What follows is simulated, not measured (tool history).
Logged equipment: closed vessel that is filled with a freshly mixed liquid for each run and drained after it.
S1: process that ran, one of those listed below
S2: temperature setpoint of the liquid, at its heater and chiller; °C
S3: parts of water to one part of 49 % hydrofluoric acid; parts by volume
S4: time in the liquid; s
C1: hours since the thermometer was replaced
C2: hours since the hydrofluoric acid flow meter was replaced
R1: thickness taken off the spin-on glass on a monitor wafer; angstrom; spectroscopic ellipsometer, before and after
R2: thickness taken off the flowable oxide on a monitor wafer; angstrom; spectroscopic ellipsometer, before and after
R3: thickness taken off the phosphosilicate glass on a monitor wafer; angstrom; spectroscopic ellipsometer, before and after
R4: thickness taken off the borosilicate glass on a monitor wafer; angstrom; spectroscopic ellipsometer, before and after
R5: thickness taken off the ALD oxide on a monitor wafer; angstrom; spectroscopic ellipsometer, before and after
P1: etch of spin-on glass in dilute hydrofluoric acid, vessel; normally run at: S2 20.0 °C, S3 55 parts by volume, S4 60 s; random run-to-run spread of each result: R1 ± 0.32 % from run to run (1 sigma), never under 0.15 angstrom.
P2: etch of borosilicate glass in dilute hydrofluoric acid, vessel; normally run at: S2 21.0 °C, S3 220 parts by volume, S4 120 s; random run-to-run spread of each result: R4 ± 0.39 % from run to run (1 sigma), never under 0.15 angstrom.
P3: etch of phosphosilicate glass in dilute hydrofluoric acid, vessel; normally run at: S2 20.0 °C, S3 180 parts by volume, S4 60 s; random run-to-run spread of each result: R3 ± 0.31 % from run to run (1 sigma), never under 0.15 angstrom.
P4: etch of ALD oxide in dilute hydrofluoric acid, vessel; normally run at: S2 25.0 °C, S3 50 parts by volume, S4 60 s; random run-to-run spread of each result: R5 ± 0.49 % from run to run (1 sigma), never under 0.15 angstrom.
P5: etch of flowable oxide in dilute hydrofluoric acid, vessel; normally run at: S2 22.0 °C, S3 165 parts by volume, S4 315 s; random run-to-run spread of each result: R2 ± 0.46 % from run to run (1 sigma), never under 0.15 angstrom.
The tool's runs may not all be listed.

run,day,S1,S2,S3,S4,C1,C2,R1,R2,R3,R4,R5
1,0.312,P1,20.0,55,60,241.9,210.9,394.38,,,,
2,0.558,P5,22.0,30,315,247.8,216.8,,3016.80,,,
3,0.783,P1,20.0,55,60,253.2,222.2,396.50,,,,
4,1.154,P1,20.0,20,60,262.1,231.1,1134.80,,,,
5,1.475,P1,25.0,55,60,269.8,238.8,485.52,,,,
6,1.883,P1,20.0,55,30,279.6,248.6,197.25,,,,
7,2.246,P3,20.0,180,60,288.3,257.3,,,250.06,,
8,2.458,P1,17.0,80,60,293.4,262.4,230.87,,,,
9,2.867,P1,27.0,25,60,303.2,272.2,1211.90,,,,
10,3.175,P1,20.0,55,60,310.6,279.6,394.15,,,,
11,3.442,P1,27.5,55,30,317.0,286.0,269.26,,,,
12,3.692,P3,20.0,180,60,323.0,292.0,,,248.81,,
13,3.992,P5,22.0,165,600,330.2,299.2,,882.18,,,
14,4.325,P5,22.0,165,315,338.2,307.2,,465.57,,,
15,4.550,P5,17.0,165,315,343.6,312.6,,385.04,,,
16,4.771,P2,21.0,220,220,348.9,317.9,,,,280.740,
17,5.171,P1,20.0,55,60,358.5,327.5,392.58,,,,
18,5.438,P2,25.5,220,120,364.9,333.9,,,,179.950,
19,5.633,P1,20.0,100,60,369.6,338.6,206.60,,,,
20,5.825,P4,31.0,50,60,374.2,343.2,,,,,252.390
21,6.217,P3,20.0,180,30,383.6,352.6,,,123.80,,
22,6.583,P1,20.0,55,110,392.4,361.4,726.04,,,,
23,6.971,P3,20.0,50,60,401.7,370.7,,,1025.60,,
24,7.304,P2,21.0,385,120,409.7,378.7,,,,75.486,
25,7.629,P3,17.0,180,60,417.5,386.5,,,221.25,,
26,7.825,P4,25.0,50,30,422.2,391.2,,,,,98.444
27,8.046,P1,17.0,55,60,427.5,396.5,349.55,,,,
28,8.229,P1,20.0,55,60,431.9,400.9,395.77,,,,
29,8.504,P4,25.0,50,60,438.5,407.5,,,,,198.160
30,8.850,P4,25.0,75,60,446.8,415.8,,,,,127.600
31,9.050,P2,21.0,220,120,451.6,420.6,,,,152.980,
32,9.317,P1,20.0,55,60,458.0,427.0,394.79,,,,
33,9.721,P1,20.0,55,60,467.7,436.7,412.85,,,,
34,9.992,P1,20.0,55,60,474.2,443.2,417.13,,,,
35,10.367,P1,20.0,55,60,483.2,452.2,421.95,,,,
36,10.696,P1,20.0,55,60,491.1,460.1,428.44,,,,
37,10.892,P1,20.0,55,60,495.8,464.8,429.57,,,,
38,11.146,P1,20.0,55,60,501.9,470.9,429.19,,,,
39,11.338,P1,20.0,55,60,506.5,475.5,427.26,,,,
40,11.658,P1,20.0,55,60,514.2,483.2,429.03,,,,

P1 no longer gives what it gave before; its output has crept away from where it was. The following 2 causes, each at its listed size, fit the log equally well:
A: liquid hotter than its thermometer reads (K) = 2
B: hydrofluoric acid flow above the setpoint (%) = 8.17
Onset of the creep was near day 9.317.

Which of the 4 check runs listed below separates the causes, so that each cause would produce a clearly different result? Each run uses one wafer, and its results are marked with question marks.
check 1,11.979,P4,28.5,75,60,,,,,,,?
check 2,11.979,P5,17.0,115,315,,,,?,,,
check 3,11.979,P2,21.0,370,120,,,,,,?,
check 4,11.979,P3,17.0,70,60,,,,,?,,

Predicted outcomes, by check and by cause:
check,result,if A,if B
check 1,R5,158.710,160.240
check 2,R2,627.34,630.22
check 3,R4,84.903,87.869
check 4,R3,690.12,689.54
Gap, in per cent, between the two causes that each check separates least, read from the result that separates them most: check 1 0.96 %; check 2 0.46 %; check 3 3.43 %; check 4 0.08 %
The causes can be told apart only by check 3. The other checks would give nearly the same results under each of them.

Check 3 was then run and gave: R4 84.987 angstrom. Which cause is it?

It was cause A: liquid hotter than its thermometer reads (K).
